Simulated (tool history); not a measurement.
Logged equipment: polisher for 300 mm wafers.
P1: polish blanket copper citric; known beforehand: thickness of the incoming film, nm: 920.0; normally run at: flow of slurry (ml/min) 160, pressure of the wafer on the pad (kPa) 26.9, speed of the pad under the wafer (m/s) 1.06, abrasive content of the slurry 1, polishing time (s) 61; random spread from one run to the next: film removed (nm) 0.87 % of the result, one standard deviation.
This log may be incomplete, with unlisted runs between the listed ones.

run,hour,flow of slurry (ml/min),pressure of the wafer on the pad (kPa),speed of the pad under the wafer (m/s),abrasive content of the slurry,polishing time (s),film removed (nm)
1,4.2,160,26.9,1.06,1,61,209.21
2,10.3,160,26.9,1.06,1,61,207.67
3,17,160,26.9,1.06,1,94,319.43
4,22,160,26.9,1.06,1,61,208.5
5,29.5,230,26.9,1.06,0.65,61,201.22
6,33.7,160,37.9,1.06,1,61,293.42
# hour 35.6: slurry nozzle cleaned
# hour 37.1: slurry blender recalibrated
7,41,95,26.9,1.06,1,61,185.19
8,47.7,160,26.9,1.46,1,61,287.95
9,54.2,160,26.9,1.06,1,61,211.95
10,61.8,160,26.9,1.06,0.55,61,182.73
11,66.8,160,26.9,1.06,1,61,206.96
12,70.2,160,26.9,0.48,1,61,96.089
13,76.4,160,26.9,1.06,1.25,61,222.75

For run 14, what comes out?
14,82.2,160,26.9,1.06,1,61,?

Logged for run 14: film removed (nm) 211.02.
